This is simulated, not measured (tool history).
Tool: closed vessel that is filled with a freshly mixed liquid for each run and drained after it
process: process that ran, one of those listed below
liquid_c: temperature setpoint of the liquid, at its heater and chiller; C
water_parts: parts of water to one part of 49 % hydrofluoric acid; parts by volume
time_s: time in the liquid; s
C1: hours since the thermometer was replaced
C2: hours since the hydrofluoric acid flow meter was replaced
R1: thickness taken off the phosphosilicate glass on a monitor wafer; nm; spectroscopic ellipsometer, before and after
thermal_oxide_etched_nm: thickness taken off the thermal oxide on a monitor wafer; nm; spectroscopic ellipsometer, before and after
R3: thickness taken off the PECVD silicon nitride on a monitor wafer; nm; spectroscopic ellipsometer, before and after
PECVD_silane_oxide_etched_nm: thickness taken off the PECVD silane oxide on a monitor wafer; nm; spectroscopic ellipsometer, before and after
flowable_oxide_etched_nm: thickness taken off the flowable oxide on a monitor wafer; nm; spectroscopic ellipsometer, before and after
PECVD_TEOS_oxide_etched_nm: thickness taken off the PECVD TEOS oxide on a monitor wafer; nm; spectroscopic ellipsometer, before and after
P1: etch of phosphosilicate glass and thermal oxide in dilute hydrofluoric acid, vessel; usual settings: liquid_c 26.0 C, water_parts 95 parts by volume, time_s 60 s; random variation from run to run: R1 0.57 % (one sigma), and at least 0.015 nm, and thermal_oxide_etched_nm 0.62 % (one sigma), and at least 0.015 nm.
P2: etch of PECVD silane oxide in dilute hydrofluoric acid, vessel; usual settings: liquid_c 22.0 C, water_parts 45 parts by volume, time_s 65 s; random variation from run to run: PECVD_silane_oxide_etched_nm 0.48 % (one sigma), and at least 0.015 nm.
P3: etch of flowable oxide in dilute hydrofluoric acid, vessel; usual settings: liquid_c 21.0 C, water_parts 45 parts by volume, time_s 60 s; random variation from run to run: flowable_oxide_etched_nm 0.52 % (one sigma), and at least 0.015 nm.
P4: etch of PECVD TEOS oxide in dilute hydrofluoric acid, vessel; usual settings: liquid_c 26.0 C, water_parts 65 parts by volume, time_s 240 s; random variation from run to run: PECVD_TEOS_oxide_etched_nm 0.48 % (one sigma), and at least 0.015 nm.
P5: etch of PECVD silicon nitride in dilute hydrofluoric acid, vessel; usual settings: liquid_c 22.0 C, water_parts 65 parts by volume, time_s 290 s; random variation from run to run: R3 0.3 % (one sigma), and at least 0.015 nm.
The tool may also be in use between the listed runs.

{"run": 1, "hour": 4.8, "process": "P1", "liquid_c": 26.0, "water_parts": 95, "time_s": 60, "C1": 388.9, "C2": 769.8, "R1": 135.6, "thermal_oxide_etched_nm": 3.1571}
{"run": 2, "hour": 9.7, "process": "P1", "liquid_c": 26.0, "water_parts": 95, "time_s": 60, "C1": 393.8, "C2": 774.7, "R1": 135.75, "thermal_oxide_etched_nm": 3.1662}
{"run": 3, "hour": 16.3, "process": "P1", "liquid_c": 26.0, "water_parts": 30, "time_s": 60, "C1": 400.4, "C2": 781.3, "R1": 471.78, "thermal_oxide_etched_nm": 10.991}
{"run": 4, "hour": 20.4, "process": "P5", "liquid_c": 22.0, "water_parts": 65, "time_s": 290, "C1": 404.5, "C2": 785.4, "R3": 14.417}
{"run": 5, "hour": 27.6, "process": "P5", "liquid_c": 17.0, "water_parts": 65, "time_s": 290, "C1": 411.7, "C2": 792.6, "R3": 10.108}
{"run": 6, "hour": 31.5, "process": "P1", "liquid_c": 26.0, "water_parts": 95, "time_s": 60, "C1": 415.6, "C2": 796.5, "R1": 135.27, "thermal_oxide_etched_nm": 3.2184}
{"run": 7, "hour": 38.6, "process": "P2", "liquid_c": 22.0, "water_parts": 45, "time_s": 30, "C1": 422.7, "C2": 803.6, "PECVD_silane_oxide_etched_nm": 12.928}
{"run": 8, "hour": 44.1, "process": "P3", "liquid_c": 21.0, "water_parts": 45, "time_s": 60, "C1": 428.2, "C2": 809.1, "flowable_oxide_etched_nm": 85.238}
{"run": 9, "hour": 48.9, "process": "P1", "liquid_c": 30.0, "water_parts": 95, "time_s": 60, "C1": 433.0, "C2": 813.9, "R1": 157.96, "thermal_oxide_etched_nm": 3.6575}
{"run": 10, "hour": 53.9, "process": "P2", "liquid_c": 22.0, "water_parts": 80, "time_s": 65, "C1": 438.0, "C2": 818.9, "PECVD_silane_oxide_etched_nm": 14.936}
{"run": 11, "hour": 59.8, "process": "P1", "liquid_c": 26.0, "water_parts": 135, "time_s": 60, "C1": 443.9, "C2": 824.8, "R1": 90.379, "thermal_oxide_etched_nm": 2.0894}
{"run": 12, "hour": 65.7, "process": "P5", "liquid_c": 22.0, "water_parts": 65, "time_s": 290, "C1": 449.8, "C2": 830.7, "R3": 14.304}
{"run": 13, "hour": 71.6, "process": "P1", "liquid_c": 26.0, "water_parts": 95, "time_s": 60, "C1": 455.7, "C2": 836.6, "R1": 134.31, "thermal_oxide_etched_nm": 3.1216}
{"run": 14, "hour": 76.3, "process": "P2", "liquid_c": 22.0, "water_parts": 45, "time_s": 65, "C1": 460.4, "C2": 841.3, "PECVD_silane_oxide_etched_nm": 28.06}
{"run": 15, "hour": 81.5, "process": "P1", "liquid_c": 29.5, "water_parts": 95, "time_s": 100, "C1": 465.6, "C2": 846.5, "R1": 258.23, "thermal_oxide_etched_nm": 6.0604}
{"run": 16, "hour": 85.3, "process": "P1", "liquid_c": 18.0, "water_parts": 150, "time_s": 60, "C1": 469.4, "C2": 850.3, "R1": 58.44, "thermal_oxide_etched_nm": 1.3449}
{"run": 17, "hour": 89.4, "process": "P1", "liquid_c": 26.0, "water_parts": 95, "time_s": 60, "C1": 473.5, "C2": 854.4, "R1": 136.17, "thermal_oxide_etched_nm": 3.165}
{"run": 18, "hour": 95.0, "process": "P4", "liquid_c": 26.0, "water_parts": 65, "time_s": 30, "C1": 479.1, "C2": 860.0, "PECVD_TEOS_oxide_etched_nm": 6.0629}
{"run": 19, "hour": 102.4, "process": "P5", "liquid_c": 22.0, "water_parts": 100, "time_s": 290, "C1": 486.5, "C2": 867.4, "R3": 9.3683}
{"run": 20, "hour": 109.8, "process": "P1", "liquid_c": 18.0, "water_parts": 95, "time_s": 60, "C1": 493.9, "C2": 874.8, "R1": 98.157, "thermal_oxide_etched_nm": 2.3}
{"run": 21, "hour": 115.9, "process": "P2", "liquid_c": 17.0, "water_parts": 45, "time_s": 65, "C1": 500.0, "C2": 880.9, "PECVD_silane_oxide_etched_nm": 22.486}
{"run": 22, "hour": 120.4, "process": "P3", "liquid_c": 21.0, "water_parts": 45, "time_s": 100, "C1": 504.5, "C2": 885.4, "flowable_oxide_etched_nm": 141.69}
{"run": 23, "hour": 125.4, "process": "P4", "liquid_c": 19.5, "water_parts": 65, "time_s": 240, "C1": 509.5, "C2": 890.4, "PECVD_TEOS_oxide_etched_nm": 37.252}
{"run": 24, "hour": 131.3, "process": "P3", "liquid_c": 21.0, "water_parts": 75, "time_s": 60, "C1": 515.4, "C2": 896.3, "flowable_oxide_etched_nm": 49.157}
{"run": 25, "hour": 135.8, "process": "P1", "liquid_c": 26.0, "water_parts": 95, "time_s": 60, "C1": 519.9, "C2": 900.8, "R1": 136.05, "thermal_oxide_etched_nm": 3.1357}
{"run": 26, "hour": 140.9, "process": "P4", "liquid_c": 26.0, "water_parts": 65, "time_s": 240, "C1": 525.0, "C2": 905.9, "PECVD_TEOS_oxide_etched_nm": 48.433}
{"run": 27, "hour": 148.2, "process": "P3", "liquid_c": 17.0, "water_parts": 45, "time_s": 60, "C1": 532.3, "C2": 913.2, "flowable_oxide_etched_nm": 71.864}
{"run": 28, "hour": 154.7, "process": "P5", "liquid_c": 22.0, "water_parts": 65, "time_s": 490, "C1": 538.8, "C2": 919.7, "R3": 24.09}
{"run": 29, "hour": 158.4, "process": "P4", "liquid_c": 26.0, "water_parts": 30, "time_s": 240, "C1": 542.5, "C2": 923.4, "PECVD_TEOS_oxide_etched_nm": 110.28}
{"run": 30, "hour": 163.1, "process": "P1", "liquid_c": 26.0, "water_parts": 95, "time_s": 30, "C1": 547.2, "C2": 928.1, "R1": 67.706, "thermal_oxide_etched_nm": 1.5785}
{"run": 31, "hour": 168.9, "process": "P1", "liquid_c": 26.0, "water_parts": 95, "time_s": 95, "C1": 553.0, "C2": 933.9, "R1": 215.19, "thermal_oxide_etched_nm": 5.0064}
{"run": 32, "hour": 175.1, "process": "P1", "liquid_c": 26.0, "water_parts": 95, "time_s": 60, "C1": 559.2, "C2": 940.1, "R1": 134.68, "thermal_oxide_etched_nm": 3.1799}
{"run": 33, "hour": 180.5, "process": "P1", "liquid_c": 26.0, "water_parts": 95, "time_s": 60, "C1": 564.6, "C2": 945.5, "R1": 131.24, "thermal_oxide_etched_nm": 3.1012}
{"run": 34, "hour": 187.4, "process": "P1", "liquid_c": 26.0, "water_parts": 95, "time_s": 60, "C1": 571.5, "C2": 952.4, "R1": 128.46, "thermal_oxide_etched_nm": 3.0126}
{"run": 35, "hour": 194.7, "process": "P1", "liquid_c": 26.0, "water_parts": 95, "time_s": 60, "C1": 578.8, "C2": 959.7, "R1": 126.93, "thermal_oxide_etched_nm": 2.9579}
{"run": 36, "hour": 198.8, "process": "P1", "liquid_c": 26.0, "water_parts": 95, "time_s": 60, "C1": 582.9, "C2": 963.8, "R1": 126.29, "thermal_oxide_etched_nm": 2.9372}
{"run": 37, "hour": 202.1, "process": "P1", "liquid_c": 26.0, "water_parts": 95, "time_s": 60, "C1": 586.2, "C2": 967.1, "R1": 126.62, "thermal_oxide_etched_nm": 2.9703}

Forecast run 38:
{"run": 38, "hour": 209.3, "process": "P1", "liquid_c": 26.0, "water_parts": 95, "time_s": 60, "C1": 593.4, "C2": 974.3, "R1": "?", "thermal_oxide_etched_nm": "?"}

{"run 38": {"R1": 126.09, "thermal_oxide_etched_nm": 2.9694}}

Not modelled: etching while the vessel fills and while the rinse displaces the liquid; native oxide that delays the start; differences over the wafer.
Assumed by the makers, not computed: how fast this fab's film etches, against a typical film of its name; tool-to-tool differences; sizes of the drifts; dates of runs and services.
